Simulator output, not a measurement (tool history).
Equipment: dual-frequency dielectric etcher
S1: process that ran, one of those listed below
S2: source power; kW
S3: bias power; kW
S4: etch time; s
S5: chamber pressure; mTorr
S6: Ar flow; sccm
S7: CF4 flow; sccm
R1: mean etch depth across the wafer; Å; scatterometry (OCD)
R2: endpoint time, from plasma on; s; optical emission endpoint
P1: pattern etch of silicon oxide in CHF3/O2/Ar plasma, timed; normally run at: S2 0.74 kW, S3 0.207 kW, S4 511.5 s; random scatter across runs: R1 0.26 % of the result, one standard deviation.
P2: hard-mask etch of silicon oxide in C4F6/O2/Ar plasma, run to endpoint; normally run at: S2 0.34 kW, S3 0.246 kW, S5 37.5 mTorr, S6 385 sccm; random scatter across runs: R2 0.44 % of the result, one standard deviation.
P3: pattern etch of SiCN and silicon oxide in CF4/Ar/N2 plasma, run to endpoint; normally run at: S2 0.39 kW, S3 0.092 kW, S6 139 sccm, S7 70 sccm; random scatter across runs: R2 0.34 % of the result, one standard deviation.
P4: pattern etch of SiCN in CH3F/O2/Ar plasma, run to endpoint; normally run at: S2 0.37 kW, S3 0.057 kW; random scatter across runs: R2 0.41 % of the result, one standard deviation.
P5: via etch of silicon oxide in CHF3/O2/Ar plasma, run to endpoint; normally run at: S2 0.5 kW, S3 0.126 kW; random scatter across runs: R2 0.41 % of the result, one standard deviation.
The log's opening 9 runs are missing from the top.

Run 10, day 5.512: S1 P2, S2 0.34 kW, S3 0.179 kW, S5 37.5 mTorr, S6 385 sccm. Result: R2 103.36 s.
Run 11, day 6.138: S1 P3, S2 0.39 kW, S3 0.092 kW, S6 139 sccm, S7 52 sccm. Result: R2 12.1 s.
Run 12, day 6.8: S1 P1, S2 0.74 kW, S3 0.123 kW, S4 511.5 s. Result: R1 9825.8 Å.
Run 13, day 7.292: S1 P1, S2 0.74 kW, S3 0.207 kW, S4 511.5 s. Result: R1 11605 Å.
Run 14, day 7.883: S1 P1, S2 0.74 kW, S3 0.207 kW, S4 348 s. Result: R1 7914.6 Å.
Run 15, day 8.45: S1 P2, S2 0.34 kW, S3 0.246 kW, S5 37.5 mTorr, S6 385 sccm. Result: R2 93.7 s.
Run 16, day 8.804: S1 P1, S2 0.74 kW, S3 0.207 kW, S4 511.5 s. Result: R1 11651 Å.
Run 17, day 9.142: S1 P4, S2 0.37 kW, S3 0.035 kW. Result: R2 36.996 s.
Run 18, day 9.571: S1 P5, S2 0.5 kW, S3 0.126 kW. Result: R2 359.2 s.
Run 19, day 9.962: S1 P3, S2 0.39 kW, S3 0.092 kW, S6 111 sccm, S7 70 sccm. Result: R2 11.177 s.
Run 20, day 10.496: S1 P1, S2 0.74 kW, S3 0.259 kW, S4 511.5 s. Result: R1 12558 Å.
Run 21, day 11.167: S1 P1, S2 1.02 kW, S3 0.207 kW, S4 511.5 s. Result: R1 13147 Å.
Run 22, day 11.783: S1 P2, S2 0.34 kW, S3 0.246 kW, S5 44.5 mTorr, S6 385 sccm. Result: R2 94.876 s.
Run 23, day 12.379: S1 P1, S2 0.74 kW, S3 0.207 kW, S4 511.5 s. Result: R1 11627 Å.
Run 24, day 12.938: S1 P1, S2 0.5 kW, S3 0.141 kW, S4 511.5 s. Result: R1 8787.2 Å.
Run 25, day 13.346: S1 P1, S2 0.99 kW, S3 0.207 kW, S4 635 s. Result: R1 16127 Å.
Run 26, day 13.808: S1 P3, S2 0.54 kW, S3 0.092 kW, S6 139 sccm, S7 70 sccm. Result: R2 8.6951 s.
Run 27, day 14.421: S1 P5, S2 0.5 kW, S3 0.089 kW. Result: R2 397.14 s.
Run 28, day 14.921: S1 P4, S2 0.37 kW, S3 0.057 kW. Result: R2 31.834 s.
Run 29, day 15.421: S1 P1, S2 0.51 kW, S3 0.207 kW, S4 511.5 s. Result: R1 10056 Å.
Run 30, day 15.871: S1 P3, S2 0.39 kW, S3 0.061 kW, S6 139 sccm, S7 70 sccm. Result: R2 13.261 s.
Run 31, day 16.504: S1 P5, S2 0.5 kW, S3 0.126 kW. Result: R2 357.19 s.
Run 32, day 16.829: S1 P1, S2 0.74 kW, S3 0.207 kW, S4 511.5 s. Result: R1 11608 Å.
Run 33, day 17.158: S1 P1, S2 0.74 kW, S3 0.207 kW, S4 511.5 s. Result: R1 11630 Å.

Expected results for the next run?
Run 34, day 17.492: S1 P1, S2 0.74 kW, S3 0.207 kW, S4 511.5 s. Result: R1 ?.

{"run 34": {"R1": 11517}}
